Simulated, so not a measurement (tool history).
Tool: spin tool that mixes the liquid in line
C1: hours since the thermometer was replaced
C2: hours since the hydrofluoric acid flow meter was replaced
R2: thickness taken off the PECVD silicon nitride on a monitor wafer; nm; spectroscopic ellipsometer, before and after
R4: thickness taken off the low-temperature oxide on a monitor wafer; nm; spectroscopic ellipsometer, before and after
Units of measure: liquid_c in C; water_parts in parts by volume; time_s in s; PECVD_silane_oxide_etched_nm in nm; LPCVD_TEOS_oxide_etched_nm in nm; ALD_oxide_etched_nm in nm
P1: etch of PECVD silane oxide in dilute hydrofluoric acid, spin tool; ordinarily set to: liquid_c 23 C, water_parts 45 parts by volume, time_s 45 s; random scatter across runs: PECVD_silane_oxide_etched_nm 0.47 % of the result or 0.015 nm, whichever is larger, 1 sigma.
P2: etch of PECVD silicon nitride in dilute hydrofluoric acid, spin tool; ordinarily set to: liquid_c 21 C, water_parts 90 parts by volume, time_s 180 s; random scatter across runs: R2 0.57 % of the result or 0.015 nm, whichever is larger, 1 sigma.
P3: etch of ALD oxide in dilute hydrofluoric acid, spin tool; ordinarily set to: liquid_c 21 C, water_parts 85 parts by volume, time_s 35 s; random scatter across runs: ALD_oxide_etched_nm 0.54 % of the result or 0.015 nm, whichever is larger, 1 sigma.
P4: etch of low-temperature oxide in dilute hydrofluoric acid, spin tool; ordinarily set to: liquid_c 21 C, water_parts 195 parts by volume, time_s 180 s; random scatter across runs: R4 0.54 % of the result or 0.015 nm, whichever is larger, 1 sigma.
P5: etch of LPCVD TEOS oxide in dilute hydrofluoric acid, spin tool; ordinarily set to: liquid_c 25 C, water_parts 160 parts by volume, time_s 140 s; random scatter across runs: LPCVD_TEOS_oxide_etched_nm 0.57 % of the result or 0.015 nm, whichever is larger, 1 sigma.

run 1 hour=16.5 | process=P1 liquid_c=23 water_parts=45 time_s=45 | C1=251.5 C2=453.6 | PECVD_silane_oxide_etched_nm=24.399
run 2 hour=26.9 | process=P2 liquid_c=21 water_parts=90 time_s=180 | C1=261.9 C2=464 | R2=4.5909
run 3 hour=43.4 | process=P5 liquid_c=25 water_parts=160 time_s=140 | C1=278.4 C2=480.5 | LPCVD_TEOS_oxide_etched_nm=37.478
run 4 hour=55.9 | process=P4 liquid_c=21 water_parts=195 time_s=180 | C1=290.9 C2=493 | R4=9.7025
run 5 hour=64 | process=P1 liquid_c=23 water_parts=45 time_s=45 | C1=299 C2=501.1 | PECVD_silane_oxide_etched_nm=24.331
run 6 hour=81.2 | process=P1 liquid_c=23 water_parts=45 time_s=45 | C1=316.2 C2=518.3 | PECVD_silane_oxide_etched_nm=24.351
run 7 hour=89.8 | process=P5 liquid_c=32 water_parts=160 time_s=140 | C1=324.8 C2=526.9 | LPCVD_TEOS_oxide_etched_nm=48.238
run 8 hour=104.3 | process=P2 liquid_c=21 water_parts=90 time_s=180 | C1=339.3 C2=541.4 | R2=4.5718
-- hour=110.4 thermometer replaced
run 9 hour=120.8 | process=P3 liquid_c=21 water_parts=20 time_s=35 | C1=10.4 C2=557.9 | ALD_oxide_etched_nm=20.127
run 10 hour=131.7 | process=P3 liquid_c=21 water_parts=85 time_s=35 | C1=21.3 C2=568.8 | ALD_oxide_etched_nm=4.4171
run 11 hour=149.2 | process=P1 liquid_c=17.5 water_parts=45 time_s=45 | C1=38.8 C2=586.3 | PECVD_silane_oxide_etched_nm=19.408
run 12 hour=160.4 | process=P1 liquid_c=23 water_parts=25 time_s=45 | C1=50 C2=597.5 | PECVD_silane_oxide_etched_nm=44.908
run 13 hour=171.9 | process=P1 liquid_c=29.5 water_parts=45 time_s=45 | C1=61.5 C2=609 | PECVD_silane_oxide_etched_nm=31.629
run 14 hour=181.1 | process=P3 liquid_c=21 water_parts=85 time_s=35 | C1=70.7 C2=618.2 | ALD_oxide_etched_nm=4.3325
run 15 hour=196.4 | process=P3 liquid_c=29 water_parts=85 time_s=35 | C1=86 C2=633.5 | ALD_oxide_etched_nm=6.013
run 16 hour=212.8 | process=P4 liquid_c=21 water_parts=195 time_s=65 | C1=102.4 C2=649.9 | R4=3.4487
run 17 hour=222.4 | process=P1 liquid_c=23 water_parts=45 time_s=45 | C1=112 C2=659.5 | PECVD_silane_oxide_etched_nm=24.2
run 18 hour=234.3 | process=P3 liquid_c=21 water_parts=85 time_s=60 | C1=123.9 C2=671.4 | ALD_oxide_etched_nm=7.5456
run 19 hour=243.4 | process=P1 liquid_c=23 water_parts=70 time_s=45 | C1=133 C2=680.5 | PECVD_silane_oxide_etched_nm=15.137
run 20 hour=258.2 | process=P1 liquid_c=23 water_parts=45 time_s=15 | C1=147.8 C2=695.3 | PECVD_silane_oxide_etched_nm=8.1486
run 21 hour=273.1 | process=P2 liquid_c=21 water_parts=90 time_s=305 | C1=162.7 C2=710.2 | R2=7.7309
run 22 hour=285.5 | process=P1 liquid_c=23 water_parts=45 time_s=45 | C1=175.1 C2=722.6 | PECVD_silane_oxide_etched_nm=24.316
run 23 hour=293.6 | process=P1 liquid_c=18 water_parts=70 time_s=45 | C1=183.2 C2=730.7 | PECVD_silane_oxide_etched_nm=12.217
run 24 hour=306.2 | process=P4 liquid_c=21 water_parts=60 time_s=180 | C1=195.8 C2=743.3 | R4=35.902
run 25 hour=316.5 | process=P1 liquid_c=23 water_parts=75 time_s=15 | C1=206.1 C2=753.6 | PECVD_silane_oxide_etched_nm=4.7076
run 26 hour=333 | process=P5 liquid_c=25 water_parts=160 time_s=225 | C1=222.6 C2=770.1 | LPCVD_TEOS_oxide_etched_nm=60.694
run 27 hour=348.3 | process=P1 liquid_c=23 water_parts=45 time_s=85 | C1=237.9 C2=785.4 | PECVD_silane_oxide_etched_nm=45.868
run 28 hour=356.6 | process=P1 liquid_c=17.5 water_parts=45 time_s=85 | C1=246.2 C2=793.7 | PECVD_silane_oxide_etched_nm=36.412
run 29 hour=368.7 | process=P4 liquid_c=17 water_parts=195 time_s=180 | C1=258.3 C2=805.8 | R4=8.158
run 30 hour=383.6 | process=P2 liquid_c=21 water_parts=40 time_s=180 | C1=273.2 C2=820.7 | R2=10.116
run 31 hour=392.6 | process=P2 liquid_c=28 water_parts=90 time_s=180 | C1=282.2 C2=829.7 | R2=7.2531
run 32 hour=401.4 | process=P4 liquid_c=21 water_parts=195 time_s=180 | C1=291 C2=838.5 | R4=9.5754
run 33 hour=411.9 | process=P5 liquid_c=25 water_parts=30 time_s=140 | C1=301.5 C2=849 | LPCVD_TEOS_oxide_etched_nm=236.17
run 34 hour=429 | process=P1 liquid_c=23 water_parts=45 time_s=45 | C1=318.6 C2=866.1 | PECVD_silane_oxide_etched_nm=24.318
run 35 hour=438.8 | process=P1 liquid_c=23 water_parts=45 time_s=45 | C1=328.4 C2=875.9 | PECVD_silane_oxide_etched_nm=24.773
run 36 hour=450.3 | process=P1 liquid_c=23 water_parts=45 time_s=45 | C1=339.9 C2=887.4 | PECVD_silane_oxide_etched_nm=25.072
run 37 hour=466.3 | process=P1 liquid_c=23 water_parts=45 time_s=45 | C1=355.9 C2=903.4 | PECVD_silane_oxide_etched_nm=25.461
run 38 hour=481.1 | process=P1 liquid_c=23 water_parts=45 time_s=45 | C1=370.7 C2=918.2 | PECVD_silane_oxide_etched_nm=25.718
run 39 hour=490.1 | process=P1 liquid_c=23 water_parts=45 time_s=45 | C1=379.7 C2=927.2 | PECVD_silane_oxide_etched_nm=25.775
run 40 hour=499.4 | process=P1 liquid_c=23 water_parts=45 time_s=45 | C1=389 C2=936.5 | PECVD_silane_oxide_etched_nm=26.083
run 41 hour=511.1 | process=P1 liquid_c=23 water_parts=45 time_s=45 | C1=400.7 C2=948.2 | PECVD_silane_oxide_etched_nm=25.692
run 42 hour=524.3 | process=P1 liquid_c=23 water_parts=45 time_s=45 | C1=413.9 C2=961.4 | PECVD_silane_oxide_etched_nm=25.821
run 43 hour=540.2 | process=P1 liquid_c=23 water_parts=45 time_s=45 | C1=429.8 C2=977.3 | PECVD_silane_oxide_etched_nm=26.187
run 44 hour=554.3 | process=P1 liquid_c=23 water_parts=45 time_s=45 | C1=443.9 C2=991.4 | PECVD_silane_oxide_etched_nm=25.72

P1 no longer gives what it gave before; its output has crept away from where it was. The following 2 causes, each at its listed size, fit the log equally well:
A: liquid hotter than its thermometer reads (K) = 1.57
B: hydrofluoric acid flow above the setpoint (%) = 6.35
The process output started creeping at around hour 429.

Each of the 4 check runs below uses one wafer; its results are left as question marks. Which run tells the causes apart?
run check 1 hour=568.4 | process=P4 liquid_c=17 water_parts=95 time_s=180 | R4=?
run check 2 hour=568.4 | process=P3 liquid_c=27.5 water_parts=30 time_s=35 | ALD_oxide_etched_nm=?
run check 3 hour=568.4 | process=P2 liquid_c=27 water_parts=50 time_s=180 | R2=?
run check 4 hour=568.4 | process=P5 liquid_c=25 water_parts=105 time_s=140 | LPCVD_TEOS_oxide_etched_nm=?

What every check run would give for each of its results, assuming each possible cause in turn:
check=check_1 result=R4 if_A=19.799 if_B=19.83
check=check_2 result=ALD_oxide_etched_nm if_A=18.532 if_B=18.542
check=check_3 result=R2 if_A=13.487 if_B=12.928
check=check_4 result=LPCVD_TEOS_oxide_etched_nm if_A=65.275 if_B=65.831
How far apart the two closest causes lie, in the result that separates them most: check 1 0.15 %; check 2 0.05 %; check 3 4.23 %; check 4 0.85 %
Only in check 3 would the causes give clearly different results; in the remaining checks their results would be nearly the same.

After running check 3, the following was obtained: R2 12.963 nm. Which cause does this point to?

The correct cause is B, namely: hydrofluoric acid flow above the setpoint (%).
